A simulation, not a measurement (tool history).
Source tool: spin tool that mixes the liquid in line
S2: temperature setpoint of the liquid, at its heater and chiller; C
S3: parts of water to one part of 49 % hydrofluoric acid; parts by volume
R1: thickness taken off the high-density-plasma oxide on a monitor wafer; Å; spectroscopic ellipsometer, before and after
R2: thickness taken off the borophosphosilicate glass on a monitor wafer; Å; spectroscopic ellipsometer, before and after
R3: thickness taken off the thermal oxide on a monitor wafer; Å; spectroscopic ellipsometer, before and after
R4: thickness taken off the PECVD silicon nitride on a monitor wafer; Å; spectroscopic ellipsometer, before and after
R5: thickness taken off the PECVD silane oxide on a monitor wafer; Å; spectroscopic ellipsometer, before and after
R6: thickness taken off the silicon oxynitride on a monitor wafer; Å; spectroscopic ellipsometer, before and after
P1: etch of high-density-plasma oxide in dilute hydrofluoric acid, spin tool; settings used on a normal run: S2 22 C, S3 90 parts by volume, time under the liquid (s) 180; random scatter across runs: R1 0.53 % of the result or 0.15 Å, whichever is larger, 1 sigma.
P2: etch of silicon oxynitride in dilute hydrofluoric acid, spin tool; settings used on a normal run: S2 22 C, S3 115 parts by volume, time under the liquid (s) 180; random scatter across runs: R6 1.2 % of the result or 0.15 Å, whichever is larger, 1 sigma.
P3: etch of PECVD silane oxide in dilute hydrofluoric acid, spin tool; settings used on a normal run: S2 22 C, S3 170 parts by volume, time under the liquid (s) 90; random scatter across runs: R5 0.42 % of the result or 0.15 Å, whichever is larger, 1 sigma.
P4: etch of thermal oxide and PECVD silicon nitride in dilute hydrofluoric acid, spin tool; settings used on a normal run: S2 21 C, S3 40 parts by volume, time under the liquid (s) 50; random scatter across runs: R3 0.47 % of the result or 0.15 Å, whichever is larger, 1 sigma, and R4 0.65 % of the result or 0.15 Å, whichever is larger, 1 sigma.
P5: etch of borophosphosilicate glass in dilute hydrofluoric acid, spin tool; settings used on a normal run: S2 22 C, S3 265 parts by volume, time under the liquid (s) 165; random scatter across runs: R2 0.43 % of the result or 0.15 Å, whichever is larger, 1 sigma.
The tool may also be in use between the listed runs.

run 1 day=0.467 | process_that_ran=P1 S2=22 S3=90 time_under_the_liquid_(s)=180 | R1=125.14
run 2 day=1.208 | process_that_ran=P1 S2=22 S3=90 time_under_the_liquid_(s)=180 | R1=124.43
run 3 day=1.642 | process_that_ran=P5 S2=22 S3=265 time_under_the_liquid_(s)=295 | R2=327.99
run 4 day=2.246 | process_that_ran=P1 S2=22 S3=90 time_under_the_liquid_(s)=180 | R1=124
run 5 day=2.688 | process_that_ran=P5 S2=22 S3=265 time_under_the_liquid_(s)=165 | R2=183.47
run 6 day=3.338 | process_that_ran=P4 S2=21 S3=40 time_under_the_liquid_(s)=15 | R3=16.212 R4=11.199
run 7 day=3.7 | process_that_ran=P1 S2=17 S3=90 time_under_the_liquid_(s)=180 | R1=100.8
run 8 day=4.288 | process_that_ran=P5 S2=22 S3=265 time_under_the_liquid_(s)=165 | R2=183.4
run 9 day=5.017 | process_that_ran=P3 S2=22 S3=310 time_under_the_liquid_(s)=90 | R5=33.108
run 10 day=5.462 | process_that_ran=P2 S2=22 S3=165 time_under_the_liquid_(s)=180 | R6=13.692
run 11 day=5.854 | process_that_ran=P2 S2=22 S3=115 time_under_the_liquid_(s)=180 | R6=19.909
run 12 day=6.362 | process_that_ran=P1 S2=18 S3=90 time_under_the_liquid_(s)=255 | R1=149.18
run 13 day=6.842 | process_that_ran=P3 S2=22 S3=170 time_under_the_liquid_(s)=90 | R5=68.916
run 14 day=7.35 | process_that_ran=P1 S2=22 S3=90 time_under_the_liquid_(s)=40 | R1=27.796
run 15 day=7.983 | process_that_ran=P1 S2=22 S3=90 time_under_the_liquid_(s)=335 | R1=231.35
run 16 day=8.646 | process_that_ran=P2 S2=22 S3=115 time_under_the_liquid_(s)=50 | R6=5.8337
run 17 day=9.4 | process_that_ran=P4 S2=17 S3=40 time_under_the_liquid_(s)=50 | R3=45.738 R4=28.008
run 18 day=9.746 | process_that_ran=P1 S2=26 S3=90 time_under_the_liquid_(s)=180 | R1=145.5
run 19 day=10.088 | process_that_ran=P1 S2=17 S3=90 time_under_the_liquid_(s)=350 | R1=195.14
run 20 day=10.417 | process_that_ran=P3 S2=22 S3=170 time_under_the_liquid_(s)=90 | R5=69.127
run 21 day=10.825 | process_that_ran=P1 S2=22 S3=90 time_under_the_liquid_(s)=180 | R1=123.95
run 22 day=11.258 | process_that_ran=P1 S2=22 S3=90 time_under_the_liquid_(s)=180 | R1=124.23
-- day=11.396 hydrofluoric acid flow meter replaced
run 23 day=11.608 | process_that_ran=P2 S2=30 S3=115 time_under_the_liquid_(s)=180 | R6=29.417
run 24 day=12.246 | process_that_ran=P1 S2=22 S3=160 time_under_the_liquid_(s)=180 | R1=64.297
run 25 day=12.671 | process_that_ran=P1 S2=22 S3=90 time_under_the_liquid_(s)=180 | R1=123.47
run 26 day=13.321 | process_that_ran=P4 S2=21 S3=40 time_under_the_liquid_(s)=50 | R3=54.277 R4=37.253
run 27 day=13.888 | process_that_ran=P1 S2=22 S3=30 time_under_the_liquid_(s)=180 | R1=400.06
run 28 day=14.438 | process_that_ran=P3 S2=17 S3=170 time_under_the_liquid_(s)=90 | R5=56.593
run 29 day=15.142 | process_that_ran=P5 S2=28 S3=265 time_under_the_liquid_(s)=165 | R2=228.7
run 30 day=15.575 | process_that_ran=P1 S2=17 S3=60 time_under_the_liquid_(s)=180 | R1=157.33
run 31 day=15.933 | process_that_ran=P5 S2=22 S3=65 time_under_the_liquid_(s)=165 | R2=937.52
run 32 day=16.562 | process_that_ran=P1 S2=22 S3=90 time_under_the_liquid_(s)=180 | R1=124.65
run 33 day=17.292 | process_that_ran=P4 S2=21 S3=20 time_under_the_liquid_(s)=50 | R3=111.03 R4=73.06
run 34 day=17.983 | process_that_ran=P3 S2=22 S3=170 time_under_the_liquid_(s)=20 | R5=15.193
run 35 day=18.512 | process_that_ran=P1 S2=22 S3=90 time_under_the_liquid_(s)=180 | R1=123.14
run 36 day=19.158 | process_that_ran=P1 S2=22 S3=90 time_under_the_liquid_(s)=180 | R1=128.82
run 37 day=19.829 | process_that_ran=P1 S2=22 S3=90 time_under_the_liquid_(s)=180 | R1=131.66
run 38 day=20.358 | process_that_ran=P1 S2=22 S3=90 time_under_the_liquid_(s)=180 | R1=134.25
run 39 day=20.967 | process_that_ran=P1 S2=22 S3=90 time_under_the_liquid_(s)=180 | R1=134.48
run 40 day=21.388 | process_that_ran=P1 S2=22 S3=90 time_under_the_liquid_(s)=180 | R1=135.17
run 41 day=21.779 | process_that_ran=P1 S2=22 S3=90 time_under_the_liquid_(s)=180 | R1=136.16
run 42 day=22.412 | process_that_ran=P1 S2=22 S3=90 time_under_the_liquid_(s)=180 | R1=136.43
run 43 day=22.879 | process_that_ran=P1 S2=22 S3=90 time_under_the_liquid_(s)=180 | R1=136.43
run 44 day=23.429 | process_that_ran=P1 S2=22 S3=90 time_under_the_liquid_(s)=180 | R1=136.62
run 45 day=23.85 | process_that_ran=P1 S2=22 S3=90 time_under_the_liquid_(s)=180 | R1=136.39

Compared with where it was, what P1 gives has crept away. Each cause listed below fits the log as well as the rest, at the size given for it:
A: liquid hotter than its thermometer reads (K) = 2.39
B: hydrofluoric acid flow above the setpoint (%) = 9.06
The gradual shift began around day 18.512.

4 check runs are offered, one wafer each, their results left as question marks. Which one tells the causes apart?
run check 1 day=24.271 | process_that_ran=P4 S2=18 S3=40 time_under_the_liquid_(s)=35 | R3=? R4=?
run check 2 day=24.271 | process_that_ran=P5 S2=22 S3=80 time_under_the_liquid_(s)=245 | R2=?
run check 3 day=24.271 | process_that_ran=P3 S2=17 S3=170 time_under_the_liquid_(s)=30 | R5=?
run check 4 day=24.271 | process_that_ran=P2 S2=26 S3=115 time_under_the_liquid_(s)=180 | R6=?

Outcome of each check run for each possible cause:
check=check_1 result=R3 if_A=37.209 if_B=36.75
check=check_1 result=R4 if_A=24.948 if_B=22.936
check=check_2 result=R2 if_A=1216.8 if_B=1214.5
check=check_3 result=R5 if_A=20.732 if_B=20.825
check=check_4 result=R6 if_A=27.409 if_B=27.039
Minimum pairwise separation of causes per check, each pair taken at its best-separating result: check 1 8.41 %; check 2 0.19 %; check 3 0.45 %; check 4 1.36 %
Check 1 distinguishes between the causes, while the remaining checks would return nearly the same result for all of them.

Running check 1 produced the following: R3 37.095 Å; R4 24.978 Å. Which one of the listed causes fits?

The correct cause is A, namely: liquid hotter than its thermometer reads (K).

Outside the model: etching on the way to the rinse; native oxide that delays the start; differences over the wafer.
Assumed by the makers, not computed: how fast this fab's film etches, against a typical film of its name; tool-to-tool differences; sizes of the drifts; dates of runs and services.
